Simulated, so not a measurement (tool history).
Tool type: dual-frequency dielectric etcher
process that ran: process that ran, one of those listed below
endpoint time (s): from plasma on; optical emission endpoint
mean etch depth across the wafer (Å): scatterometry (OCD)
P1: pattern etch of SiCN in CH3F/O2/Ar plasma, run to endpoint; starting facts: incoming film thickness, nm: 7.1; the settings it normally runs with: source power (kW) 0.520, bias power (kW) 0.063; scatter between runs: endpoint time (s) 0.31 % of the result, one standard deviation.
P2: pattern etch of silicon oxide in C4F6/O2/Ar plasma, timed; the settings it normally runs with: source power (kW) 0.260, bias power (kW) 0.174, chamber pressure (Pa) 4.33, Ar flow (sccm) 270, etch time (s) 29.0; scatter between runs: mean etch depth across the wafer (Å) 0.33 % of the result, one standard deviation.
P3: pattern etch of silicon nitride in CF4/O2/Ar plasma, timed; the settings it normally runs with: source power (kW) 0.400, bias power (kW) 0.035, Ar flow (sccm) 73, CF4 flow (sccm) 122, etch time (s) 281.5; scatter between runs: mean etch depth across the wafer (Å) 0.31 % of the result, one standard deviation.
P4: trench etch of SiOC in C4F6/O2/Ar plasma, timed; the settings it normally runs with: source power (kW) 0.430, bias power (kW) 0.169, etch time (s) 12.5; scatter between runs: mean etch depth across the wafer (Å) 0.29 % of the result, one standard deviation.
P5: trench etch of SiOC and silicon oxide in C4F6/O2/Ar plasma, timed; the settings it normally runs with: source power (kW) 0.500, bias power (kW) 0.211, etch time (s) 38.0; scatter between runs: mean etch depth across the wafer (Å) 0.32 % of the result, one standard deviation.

| run | day | process that ran | source power (kW) | bias power (kW) | chamber pressure (Pa) | Ar flow (sccm) | etch time (s) | CF4 flow (sccm) | endpoint time (s) | mean etch depth across the wafer (Å) |
|---|---|---|---|---|---|---|---|---|---|---|
| 1 | 0.417 | P1 | 0.520 | 0.063 |  |  |  |  | 17.423 |  |
| 2 | 0.925 | P2 | 0.260 | 0.115 | 4.33 | 270 | 29.0 |  |  | 679.94 |
| 3 | 1.321 | P2 | 0.260 | 0.174 | 4.33 | 270 | 41.0 |  |  | 1090.00 |
| 4 | 1.871 | P2 | 0.260 | 0.174 | 4.33 | 270 | 29.0 |  |  | 769.08 |
| 5 | 2.354 | P4 | 0.430 | 0.169 |  |  | 18.5 |  |  | 382.48 |
|  | 2.558 | wet clean of the chamber |
| 6 | 2.642 | P5 | 0.350 | 0.211 |  |  | 38.0 |  |  | 752.12 |
| 7 | 3.154 | P3 | 0.280 | 0.035 |  | 73 | 281.5 | 122 |  | 3008.40 |
| 8 | 3.446 | P1 | 0.520 | 0.063 |  |  |  |  | 17.496 |  |
| 9 | 3.746 | P1 | 0.520 | 0.075 |  |  |  |  | 16.416 |  |
| 10 | 4.038 | P2 | 0.260 | 0.174 | 5.87 | 270 | 29.0 |  |  | 747.58 |
| 11 | 4.588 | P1 | 0.520 | 0.063 |  |  |  |  | 17.425 |  |
| 12 | 5.058 | P2 | 0.260 | 0.174 | 4.33 | 270 | 29.0 |  |  | 769.19 |
| 13 | 5.504 | P1 | 0.390 | 0.063 |  |  |  |  | 19.327 |  |
| 14 | 5.817 | P4 | 0.430 | 0.169 |  |  | 12.5 |  |  | 256.87 |
| 15 | 6.254 | P1 | 0.520 | 0.063 |  |  |  |  | 17.456 |  |
| 16 | 6.733 | P4 | 0.430 | 0.110 |  |  | 12.5 |  |  | 226.52 |
| 17 | 7.088 | P3 | 0.400 | 0.035 |  | 43 | 281.5 | 122 |  | 4333.40 |
| 18 | 7.467 | P3 | 0.400 | 0.043 |  | 73 | 281.5 | 122 |  | 4408.70 |
| 19 | 7.758 | P5 | 0.500 | 0.211 |  |  | 38.0 |  |  | 865.61 |
| 20 | 8.092 | P5 | 0.500 | 0.211 |  |  | 21.5 |  |  | 485.00 |
| 21 | 8.425 | P1 | 0.520 | 0.063 |  |  |  |  | 17.501 |  |
| 22 | 9.000 | P1 | 0.380 | 0.041 |  |  |  |  | 22.523 |  |
| 23 | 9.496 | P1 | 0.680 | 0.063 |  |  |  |  | 15.684 |  |
| 24 | 9.892 | P4 | 0.430 | 0.169 |  |  | 12.5 |  |  | 257.88 |
| 25 | 10.246 | P2 | 0.260 | 0.174 | 4.33 | 205 | 29.0 |  |  | 795.18 |
| 26 | 10.525 | P3 | 0.400 | 0.035 |  | 73 | 368.0 | 122 |  | 5400.70 |
| 27 | 11.021 | P3 | 0.400 | 0.035 |  | 73 | 281.5 | 146 |  | 4215.70 |
| 28 | 11.333 | P5 | 0.500 | 0.278 |  |  | 38.0 |  |  | 948.80 |
| 29 | 11.846 | P1 | 0.520 | 0.044 |  |  |  |  | 19.725 |  |
| 30 | 12.367 | P4 | 0.330 | 0.169 |  |  | 12.5 |  |  | 232.74 |
| 31 | 12.633 | P3 | 0.400 | 0.035 |  | 73 | 281.5 | 122 |  | 4146.70 |
| 32 | 13.092 | P2 | 0.360 | 0.174 | 4.33 | 270 | 29.0 |  |  | 874.61 |
| 33 | 13.521 | P1 | 0.520 | 0.063 |  |  |  |  | 17.492 |  |
| 34 | 13.988 | P1 | 0.520 | 0.063 |  |  |  |  | 17.279 |  |
| 35 | 14.292 | P1 | 0.520 | 0.063 |  |  |  |  | 17.346 |  |
| 36 | 14.617 | P1 | 0.520 | 0.063 |  |  |  |  | 17.221 |  |
|  | 15.117 | wet clean of the chamber |
| 37 | 15.125 | P1 | 0.520 | 0.063 |  |  |  |  | 17.212 |  |
| 38 | 15.429 | P1 | 0.520 | 0.063 |  |  |  |  | 17.149 |  |
| 39 | 15.825 | P1 | 0.520 | 0.063 |  |  |  |  | 17.200 |  |
| 40 | 16.217 | P1 | 0.520 | 0.063 |  |  |  |  | 17.160 |  |

What P1 gives has crept off from where it sat before. The 2 causes that follow fit the log equally well, each at the size noted:
A: bias power that arrives over what is set, % = 4.72
B: source power that arrives over what is set, % = 4.16
The process output started creeping at around day 13.521.
All other causes, with the reason each is excluded:
chamber walls in a state that raises the etch rate, %: serviced at day 15.117, after the drift had started, without restoring the earlier output

Of the 4 check runs below, each run on 2 wafers with the results averaged and each result still a question mark, which one would tell the listed causes apart?
| check 1 | 16.608 | P4 | 0.430 | 0.123 |  |  | 18.0 |  |  | ? |
| check 2 | 16.608 | P2 | 0.260 | 0.130 | 4.33 | 270 | 29.0 |  |  | ? |
| check 3 | 16.608 | P3 | 0.400 | 0.035 |  | 50 | 281.5 | 122 |  | ? |
| check 4 | 16.608 | P5 | 0.390 | 0.211 |  |  | 38.0 |  |  | ? |

How each check would come out, cause by cause:
| check | result | if A | if B |
|---|---|---|---|
| check 1 | mean etch depth across the wafer (Å) | 341.65 | 342.66 |
| check 2 | mean etch depth across the wafer (Å) | 714.74 | 716.15 |
| check 3 | mean etch depth across the wafer (Å) | 4350.70 | 4445.30 |
| check 4 | mean etch depth across the wafer (Å) | 796.87 | 797.29 |
How far apart the two closest causes lie, in the result that separates them most: check 1 0.29 %; check 2 0.2 %; check 3 2.15 %; check 4 0.05 %
The causes can be told apart only by check 3. The other checks would give nearly the same results under each of them.

The results of check 3 are: mean etch depth across the wafer (Å) 4337.40. Based on these, which of the listed causes is it?

The correct cause is A, namely: bias power that arrives over what is set, %.
